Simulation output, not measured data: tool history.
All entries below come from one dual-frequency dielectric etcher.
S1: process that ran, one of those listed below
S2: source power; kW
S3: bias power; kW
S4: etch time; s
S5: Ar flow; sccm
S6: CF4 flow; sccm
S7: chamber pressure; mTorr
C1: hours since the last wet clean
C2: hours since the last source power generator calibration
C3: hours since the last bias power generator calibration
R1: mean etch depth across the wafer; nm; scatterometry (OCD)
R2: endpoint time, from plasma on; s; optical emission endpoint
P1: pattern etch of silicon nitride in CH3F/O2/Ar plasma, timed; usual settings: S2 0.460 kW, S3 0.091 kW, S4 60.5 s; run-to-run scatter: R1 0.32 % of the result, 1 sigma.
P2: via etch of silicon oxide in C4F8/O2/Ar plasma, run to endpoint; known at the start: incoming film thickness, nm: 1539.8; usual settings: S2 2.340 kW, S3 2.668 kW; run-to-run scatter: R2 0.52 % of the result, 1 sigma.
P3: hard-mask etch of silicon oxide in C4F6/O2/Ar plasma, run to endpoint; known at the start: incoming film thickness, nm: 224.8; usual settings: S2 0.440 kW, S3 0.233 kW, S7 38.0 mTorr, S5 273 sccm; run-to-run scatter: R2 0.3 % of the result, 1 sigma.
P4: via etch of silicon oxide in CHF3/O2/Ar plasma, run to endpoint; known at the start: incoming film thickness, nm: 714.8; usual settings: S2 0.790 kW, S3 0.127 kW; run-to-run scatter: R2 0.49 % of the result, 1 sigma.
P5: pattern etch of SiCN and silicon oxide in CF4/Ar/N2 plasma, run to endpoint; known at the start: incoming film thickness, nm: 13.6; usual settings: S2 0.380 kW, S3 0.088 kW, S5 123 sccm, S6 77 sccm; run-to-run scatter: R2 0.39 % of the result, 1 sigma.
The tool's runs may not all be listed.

run,hour,S1,S2,S3,S4,S5,S6,S7,C1,C2,C3,R1,R2
1,3.9,P1,0.460,0.091,60.5,,,,279.1,235.5,435.6,49.179,
2,7.7,P1,0.460,0.091,60.5,,,,282.9,239.3,439.4,48.928,
3,14.1,P2,2.340,1.677,,,,,289.3,245.7,445.8,,304.610
4,20.5,P5,0.380,0.088,,75,77,,295.7,252.1,452.2,,16.466
5,27.5,P1,0.460,0.091,60.5,,,,302.7,259.1,459.2,48.989,
6,30.9,P4,0.790,0.127,,,,,306.1,262.5,462.6,,354.460
7,34.4,P1,0.460,0.091,60.5,,,,309.6,266.0,466.1,49.194,
8,38.8,P4,0.580,0.127,,,,,314.0,270.4,470.5,,394.810
9,46.0,P5,0.380,0.088,,123,77,,321.2,277.6,477.7,,17.526
10,50.4,P4,0.790,0.127,,,,,325.6,282.0,482.1,,351.100
11,54.1,P3,0.440,0.279,,273,,38.0,329.3,285.7,485.8,,60.938
12,57.3,P1,0.640,0.091,60.5,,,,332.5,288.9,489.0,55.488,
13,63.4,P5,0.380,0.088,,123,45,,338.6,295.0,495.1,,18.978
14,69.7,P3,0.600,0.233,,273,,38.0,344.9,301.3,501.4,,57.220
15,73.6,P2,3.310,2.668,,,,,348.8,305.2,505.3,,233.510
16,79.8,P1,0.460,0.091,33.5,,,,355.0,311.4,511.5,27.090,
# hour 81.5: wet clean of the chamber
17,86.1,P1,0.460,0.113,60.5,,,,4.7,317.7,517.8,52.987,
18,90.7,P4,0.790,0.175,,,,,9.3,322.3,522.4,,317.490
# hour 92.0: source power generator calibrated
19,95.3,P5,0.380,0.070,,123,77,,13.9,3.4,527.0,,19.042
20,100.3,P3,0.440,0.233,,273,,38.0,18.9,8.4,532.0,,64.459
21,104.1,P1,0.460,0.091,60.5,,,,22.7,12.2,535.8,49.224,
22,109.2,P1,0.310,0.091,60.5,,,,27.8,17.3,540.9,42.443,
23,114.8,P5,0.550,0.088,,123,77,,33.4,22.9,546.5,,12.658
24,118.1,P2,2.340,2.668,,,,,36.7,26.2,549.8,,268.500
25,121.4,P1,0.640,0.111,60.5,,,,40.0,29.5,553.1,60.050,
26,128.8,P3,0.440,0.233,,372,,38.0,47.4,36.9,560.5,,66.935
27,132.1,P3,0.440,0.233,,273,,28.5,50.7,40.2,563.8,,62.745
28,139.2,P1,0.460,0.091,74.5,,,,57.8,47.3,570.9,60.893,
29,144.4,P1,0.460,0.091,60.5,,,,63.0,52.5,576.1,49.195,
30,151.1,P1,0.460,0.062,60.5,,,,69.7,59.2,582.8,42.906,
31,156.0,P1,0.460,0.091,60.5,,,,74.6,64.1,587.7,49.291,
32,161.7,P1,0.460,0.091,60.5,,,,80.3,69.8,593.4,49.608,
33,166.1,P1,0.460,0.091,60.5,,,,84.7,74.2,597.8,49.716,
34,172.9,P1,0.460,0.091,60.5,,,,91.5,81.0,604.6,49.901,
# hour 173.8: wet clean of the chamber
35,180.1,P1,0.460,0.091,60.5,,,,6.3,88.2,611.8,49.982,
36,184.0,P1,0.460,0.091,60.5,,,,10.2,92.1,615.7,49.643,
37,187.4,P1,0.460,0.091,60.5,,,,13.6,95.5,619.1,49.718,
38,192.6,P1,0.460,0.091,60.5,,,,18.8,100.7,624.3,50.003,
39,196.6,P1,0.460,0.091,60.5,,,,22.8,104.7,628.3,49.975,

The output of P1 has drifted from where it used to be. Each of the 2 causes below, taken at the size shown beside it, accounts for the log equally well:
A: source power that arrives over what is set, % = 4.3
B: bias power that arrives over what is set, % = 4.51
At approximately hour 156.0, the process output began to creep.
Ruled out, with reasons:
chamber walls in a state that raises the etch rate, %: work on it at hour 173.8, done after the drift set in, did not restore what the process gave before

Each of the check runs listed below is run on 2 wafers and reports their average, with the results left as question marks. Pick the one under which the possible causes would lead to clearly different results.
check 1,200.6,P2,3.050,2.029,,,,,,,,,?
check 2,200.6,P5,0.380,0.088,,76,49,,,,,,?
check 3,200.6,P3,0.440,0.233,,371,,38.0,,,,,?
check 4,200.6,P4,0.580,0.146,,,,,,,,,?

Expected result of each check under each candidate cause:
check,result,if A,if B
check 1,R2,255.820,257.010
check 2,R2,16.862,17.218
check 3,R2,65.734,65.835
check 4,R2,375.710,376.460
Distance between the nearest two causes, measured in the result of the check that separates them most: check 1 0.47 %; check 2 2.09 %; check 3 0.15 %; check 4 0.2 %
Check 2 is the one run that separates the causes; every other check would come out nearly the same whichever cause is at work.

Here is what check 2 returned: R2 16.842 s. Which cause is it?

The correct cause is A, namely: source power that arrives over what is set, %.
